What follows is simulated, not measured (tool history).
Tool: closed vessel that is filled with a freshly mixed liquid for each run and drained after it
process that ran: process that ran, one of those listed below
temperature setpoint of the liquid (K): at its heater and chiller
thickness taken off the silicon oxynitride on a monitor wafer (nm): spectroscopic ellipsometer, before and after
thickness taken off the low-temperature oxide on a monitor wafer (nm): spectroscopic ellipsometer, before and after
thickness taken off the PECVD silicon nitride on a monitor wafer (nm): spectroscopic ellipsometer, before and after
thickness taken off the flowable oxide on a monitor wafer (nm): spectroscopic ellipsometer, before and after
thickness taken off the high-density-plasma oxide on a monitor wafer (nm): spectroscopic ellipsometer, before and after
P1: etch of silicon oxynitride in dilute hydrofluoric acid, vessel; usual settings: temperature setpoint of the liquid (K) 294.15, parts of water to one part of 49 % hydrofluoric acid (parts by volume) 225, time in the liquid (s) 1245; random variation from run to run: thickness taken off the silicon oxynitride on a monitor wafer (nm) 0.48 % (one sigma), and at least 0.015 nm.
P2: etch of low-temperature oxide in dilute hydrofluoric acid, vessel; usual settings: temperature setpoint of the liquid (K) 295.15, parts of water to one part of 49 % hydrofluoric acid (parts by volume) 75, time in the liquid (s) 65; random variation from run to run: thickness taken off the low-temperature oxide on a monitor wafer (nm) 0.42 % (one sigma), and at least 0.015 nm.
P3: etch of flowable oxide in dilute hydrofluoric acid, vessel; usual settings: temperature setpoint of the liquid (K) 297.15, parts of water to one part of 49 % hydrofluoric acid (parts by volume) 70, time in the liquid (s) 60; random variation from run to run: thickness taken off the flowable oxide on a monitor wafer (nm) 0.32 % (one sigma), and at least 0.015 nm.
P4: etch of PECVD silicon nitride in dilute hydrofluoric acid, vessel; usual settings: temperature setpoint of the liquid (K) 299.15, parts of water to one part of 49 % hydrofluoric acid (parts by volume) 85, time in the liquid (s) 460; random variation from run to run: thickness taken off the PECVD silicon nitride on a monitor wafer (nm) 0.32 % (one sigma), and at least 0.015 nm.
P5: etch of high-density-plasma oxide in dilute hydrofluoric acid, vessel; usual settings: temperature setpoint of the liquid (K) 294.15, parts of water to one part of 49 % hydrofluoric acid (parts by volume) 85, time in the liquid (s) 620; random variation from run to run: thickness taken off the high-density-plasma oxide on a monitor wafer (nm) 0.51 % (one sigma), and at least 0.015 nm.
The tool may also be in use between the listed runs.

| run | hour | process that ran | temperature setpoint of the liquid (K) | parts of water to one part of 49 % hydrofluoric acid (parts by volume) | time in the liquid (s) | hours since the thermometer was replaced | hours since the hydrofluoric acid flow meter was replaced | thickness taken off the silicon oxynitride on a monitor wafer (nm) | thickness taken off the low-temperature oxide on a monitor wafer (nm) | thickness taken off the PECVD silicon nitride on a monitor wafer (nm) | thickness taken off the flowable oxide on a monitor wafer (nm) | thickness taken off the high-density-plasma oxide on a monitor wafer (nm) |
|---|---|---|---|---|---|---|---|---|---|---|---|---|
| 1 | 9.0 | P1 | 294.15 | 225 | 1245 | 1033.6 | 682.7 | 13.0580 |  |  |  |  |
| 2 | 24.9 | P1 | 294.15 | 225 | 2065 | 1049.5 | 698.6 | 21.7350 |  |  |  |  |
| 3 | 38.5 | P2 | 295.15 | 35 | 65 | 1063.1 | 712.2 |  | 35.4040 |  |  |  |
| 4 | 46.9 | P1 | 301.15 | 225 | 1245 | 1071.5 | 720.6 | 17.6430 |  |  |  |  |
| 5 | 56.6 | P4 | 299.15 | 85 | 460 | 1081.2 | 730.3 |  |  | 13.1120 |  |  |
| 6 | 66.0 | P3 | 291.15 | 70 | 60 | 1090.6 | 739.7 |  |  |  | 49.038 |  |
| 7 | 77.7 | P1 | 290.15 | 225 | 1245 | 1102.3 | 751.4 | 11.0080 |  |  |  |  |
| 8 | 85.6 | P5 | 294.15 | 85 | 620 | 1110.2 | 759.3 |  |  |  |  | 38.038 |
| 9 | 102.1 | P3 | 297.15 | 70 | 30 | 1126.7 | 775.8 |  |  |  | 31.491 |  |
| 10 | 112.9 | P2 | 295.15 | 75 | 65 | 1137.5 | 786.6 |  | 15.8060 |  |  |  |
| 11 | 122.5 | P4 | 291.65 | 85 | 460 | 1147.1 | 796.2 |  |  | 7.9552 |  |  |
| 12 | 135.2 | P4 | 299.15 | 85 | 660 | 1159.8 | 808.9 |  |  | 18.8370 |  |  |
| 13 | 147.3 | P1 | 294.15 | 50 | 1245 | 1171.9 | 821.0 | 67.1690 |  |  |  |  |
| 14 | 161.7 | P5 | 300.65 | 85 | 620 | 1186.3 | 835.4 |  |  |  |  | 49.487 |
| 15 | 171.8 | P5 | 294.15 | 50 | 620 | 1196.4 | 845.5 |  |  |  |  | 67.897 |
| 16 | 187.9 | P4 | 299.15 | 130 | 460 | 1212.5 | 861.6 |  |  | 8.6192 |  |  |
| 17 | 205.1 | P3 | 297.15 | 35 | 60 | 1229.7 | 878.8 |  |  |  | 130.700 |  |
|  | 205.8 | hydrofluoric acid flow meter replaced |
| 18 | 216.8 | P5 | 294.15 | 85 | 620 | 1241.4 | 11.1 |  |  |  |  | 38.121 |
| 19 | 232.5 | P1 | 294.15 | 225 | 105 | 1257.1 | 26.8 | 1.1481 |  |  |  |  |
| 20 | 239.9 | P2 | 302.15 | 75 | 65 | 1264.5 | 34.2 |  | 20.8210 |  |  |  |
| 21 | 253.1 | P2 | 295.15 | 75 | 65 | 1277.7 | 47.4 |  | 15.7770 |  |  |  |
| 22 | 264.1 | P1 | 294.15 | 360 | 1245 | 1288.7 | 58.4 | 7.4851 |  |  |  |  |
| 23 | 272.0 | P3 | 297.15 | 70 | 60 | 1296.6 | 66.3 |  |  |  | 62.820 |  |
| 24 | 286.3 | P4 | 299.15 | 85 | 460 | 1310.9 | 80.6 |  |  | 13.1690 |  |  |
| 25 | 297.6 | P1 | 294.15 | 225 | 1245 | 1322.2 | 91.9 | 13.1250 |  |  |  |  |
| 26 | 312.0 | P1 | 294.15 | 225 | 1245 | 1336.6 | 106.3 | 13.1010 |  |  |  |  |
| 27 | 328.6 | P2 | 295.15 | 75 | 30 | 1353.2 | 122.9 |  | 7.2803 |  |  |  |
| 28 | 339.8 | P1 | 290.15 | 340 | 1245 | 1364.4 | 134.1 | 6.8482 |  |  |  |  |
| 29 | 350.4 | P5 | 294.15 | 85 | 320 | 1375.0 | 144.7 |  |  |  |  | 19.766 |
| 30 | 360.3 | P1 | 294.15 | 225 | 1245 | 1384.9 | 154.6 | 13.1060 |  |  |  |  |
| 31 | 373.7 | P1 | 294.15 | 225 | 1245 | 1398.3 | 168.0 | 12.9490 |  |  |  |  |
| 32 | 390.3 | P1 | 294.15 | 225 | 1245 | 1414.9 | 184.6 | 13.6860 |  |  |  |  |
| 33 | 401.9 | P1 | 294.15 | 225 | 1245 | 1426.5 | 196.2 | 13.7020 |  |  |  |  |
| 34 | 414.9 | P1 | 294.15 | 225 | 1245 | 1439.5 | 209.2 | 13.7930 |  |  |  |  |
| 35 | 424.8 | P1 | 294.15 | 225 | 1245 | 1449.4 | 219.1 | 13.8860 |  |  |  |  |
| 36 | 438.2 | P1 | 294.15 | 225 | 1245 | 1462.8 | 232.5 | 14.1490 |  |  |  |  |
| 37 | 455.2 | P1 | 294.15 | 225 | 1245 | 1479.8 | 249.5 | 14.0770 |  |  |  |  |
| 38 | 471.2 | P1 | 294.15 | 225 | 1245 | 1495.8 | 265.5 | 14.2640 |  |  |  |  |
| 39 | 481.5 | P1 | 294.15 | 225 | 1245 | 1506.1 | 275.8 | 14.2930 |  |  |  |  |
| 40 | 497.7 | P1 | 294.15 | 225 | 1245 | 1522.3 | 292.0 | 14.2480 |  |  |  |  |
| 41 | 511.2 | P1 | 294.15 | 225 | 1245 | 1535.8 | 305.5 | 14.1940 |  |  |  |  |

What P1 gives has crept away from where it was. These 2 causes fit the log equally well, each at the size given:
A: liquid hotter than its thermometer reads (K) = 1.87
B: hydrofluoric acid flow above the setpoint (%) = 7.6
The creep began at about hour 373.7.

4 check runs are offered, one wafer each, their results left as question marks. Which one tells the causes apart?
| check 1 | 524.7 | P3 | 297.15 | 70 | 60 |  |  |  |  |  | ? |  |
| check 2 | 524.7 | P4 | 299.15 | 85 | 460 |  |  |  |  | ? |  |  |
| check 3 | 524.7 | P2 | 295.15 | 75 | 65 |  |  |  | ? |  |  |  |
| check 4 | 524.7 | P5 | 294.15 | 85 | 620 |  |  |  |  |  |  | ? |

What each check would give under each cause:
| check | result | if A | if B |
|---|---|---|---|
| check 1 | thickness taken off the flowable oxide on a monitor wafer (nm) | 67.678 | 67.976 |
| check 2 | thickness taken off the PECVD silicon nitride on a monitor wafer (nm) | 14.8370 | 14.1320 |
| check 3 | thickness taken off the low-temperature oxide on a monitor wafer (nm) | 16.9950 | 17.0560 |
| check 4 | thickness taken off the high-density-plasma oxide on a monitor wafer (nm) | 41.229 | 41.394 |
How far apart the two closest causes lie, in the result that separates them most: check 1 0.44 %; check 2 4.87 %; check 3 0.36 %; check 4 0.4 %
Check 2 tells the causes apart: in the others they would give nearly the same result.

Then check 2 was run and gave: thickness taken off the PECVD silicon nitride on a monitor wafer (nm) 14.0940. Which cause is it?

It is B: hydrofluoric acid flow above the setpoint (%).
